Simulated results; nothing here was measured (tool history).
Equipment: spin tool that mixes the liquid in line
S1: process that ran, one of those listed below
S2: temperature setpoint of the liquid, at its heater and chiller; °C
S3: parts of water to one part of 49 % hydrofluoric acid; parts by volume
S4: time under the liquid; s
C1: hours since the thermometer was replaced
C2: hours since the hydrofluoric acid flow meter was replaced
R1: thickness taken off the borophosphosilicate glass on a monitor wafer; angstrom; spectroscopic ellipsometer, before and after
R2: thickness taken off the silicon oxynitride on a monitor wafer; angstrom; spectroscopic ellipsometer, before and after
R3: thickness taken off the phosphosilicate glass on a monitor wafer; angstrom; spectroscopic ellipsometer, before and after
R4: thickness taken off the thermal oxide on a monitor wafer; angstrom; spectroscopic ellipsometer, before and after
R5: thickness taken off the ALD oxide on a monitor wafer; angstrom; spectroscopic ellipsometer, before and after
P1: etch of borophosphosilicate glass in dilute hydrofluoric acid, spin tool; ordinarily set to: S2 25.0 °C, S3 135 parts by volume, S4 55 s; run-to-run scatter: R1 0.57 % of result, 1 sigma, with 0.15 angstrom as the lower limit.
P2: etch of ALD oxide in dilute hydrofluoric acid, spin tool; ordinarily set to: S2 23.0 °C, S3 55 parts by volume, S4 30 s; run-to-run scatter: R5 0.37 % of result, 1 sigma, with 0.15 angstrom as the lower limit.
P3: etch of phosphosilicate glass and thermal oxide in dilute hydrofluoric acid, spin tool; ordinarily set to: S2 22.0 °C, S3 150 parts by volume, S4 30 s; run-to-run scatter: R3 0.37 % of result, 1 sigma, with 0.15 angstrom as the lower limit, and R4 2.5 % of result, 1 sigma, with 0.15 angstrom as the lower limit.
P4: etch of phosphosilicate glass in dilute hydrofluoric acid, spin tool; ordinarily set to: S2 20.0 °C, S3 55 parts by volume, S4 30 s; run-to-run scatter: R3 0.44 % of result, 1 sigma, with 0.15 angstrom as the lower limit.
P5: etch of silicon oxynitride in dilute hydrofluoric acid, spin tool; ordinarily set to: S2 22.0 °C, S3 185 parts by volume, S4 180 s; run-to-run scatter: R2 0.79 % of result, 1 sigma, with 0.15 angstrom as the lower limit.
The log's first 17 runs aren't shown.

{"run": 18, "hour": 229.8, "S1": "P4", "S2": 20.0, "S3": 55, "S4": 30, "C1": 96.2, "C2": 432.6, "R3": 354.34}
{"run": 19, "hour": 244.9, "S1": "P1", "S2": 21.0, "S3": 220, "S4": 55, "C1": 111.3, "C2": 447.7, "R1": 114.13}
{"run": 20, "hour": 254.6, "S1": "P1", "S2": 18.5, "S3": 185, "S4": 55, "C1": 121.0, "C2": 457.4, "R1": 127.93}
{"run": 21, "hour": 262.6, "S1": "P2", "S2": 23.0, "S3": 55, "S4": 30, "C1": 129.0, "C2": 465.4, "R5": 87.347}
{"run": 22, "hour": 272.4, "S1": "P1", "S2": 25.0, "S3": 135, "S4": 55, "C1": 138.8, "C2": 475.2, "R1": 238.34}
{"run": 23, "hour": 289.8, "S1": "P5", "S2": 22.0, "S3": 185, "S4": 340, "C1": 156.2, "C2": 492.6, "R2": 54.219}
{"run": 24, "hour": 300.8, "S1": "P5", "S2": 22.0, "S3": 185, "S4": 180, "C1": 167.2, "C2": 503.6, "R2": 28.329}
{"run": 25, "hour": 311.2, "S1": "P1", "S2": 29.5, "S3": 135, "S4": 55, "C1": 177.6, "C2": 514.0, "R1": 282.35}
{"run": 26, "hour": 326.0, "S1": "P1", "S2": 25.0, "S3": 135, "S4": 55, "C1": 192.4, "C2": 528.8, "R1": 235.29}
{"run": 27, "hour": 338.5, "S1": "P1", "S2": 25.0, "S3": 135, "S4": 25, "C1": 204.9, "C2": 541.3, "R1": 109.11}
{"run": 28, "hour": 353.0, "S1": "P1", "S2": 25.0, "S3": 135, "S4": 115, "C1": 219.4, "C2": 555.8, "R1": 495.28}
{"run": 29, "hour": 363.1, "S1": "P4", "S2": 28.0, "S3": 55, "S4": 30, "C1": 229.5, "C2": 565.9, "R3": 487.85}
{"run": 30, "hour": 376.3, "S1": "P1", "S2": 25.0, "S3": 135, "S4": 55, "C1": 242.7, "C2": 579.1, "R1": 237.33}
{"run": 31, "hour": 385.9, "S1": "P2", "S2": 23.0, "S3": 55, "S4": 30, "C1": 252.3, "C2": 588.7, "R5": 86.675}
{"run": 32, "hour": 401.5, "S1": "P1", "S2": 25.0, "S3": 135, "S4": 55, "C1": 267.9, "C2": 604.3, "R1": 239.2}
{"run": 33, "hour": 412.7, "S1": "P3", "S2": 22.0, "S3": 150, "S4": 60, "C1": 279.1, "C2": 615.5, "R3": 411.42, "R4": 17.09}
{"run": 34, "hour": 425.7, "S1": "P1", "S2": 25.0, "S3": 135, "S4": 55, "C1": 292.1, "C2": 628.5, "R1": 238.52}
{"run": 35, "hour": 438.2, "S1": "P1", "S2": 25.0, "S3": 135, "S4": 55, "C1": 304.6, "C2": 641.0, "R1": 224.58}
{"run": 36, "hour": 452.2, "S1": "P1", "S2": 25.0, "S3": 135, "S4": 55, "C1": 318.6, "C2": 655.0, "R1": 219.77}

The next listed run, before its measurement:
{"run": 37, "hour": 461.9, "S1": "P1", "S2": 25.0, "S3": 135, "S4": 55, "C1": 328.3, "C2": 664.7, "R1": "?"}

Run 37 yielded R1 218.31 angstrom.

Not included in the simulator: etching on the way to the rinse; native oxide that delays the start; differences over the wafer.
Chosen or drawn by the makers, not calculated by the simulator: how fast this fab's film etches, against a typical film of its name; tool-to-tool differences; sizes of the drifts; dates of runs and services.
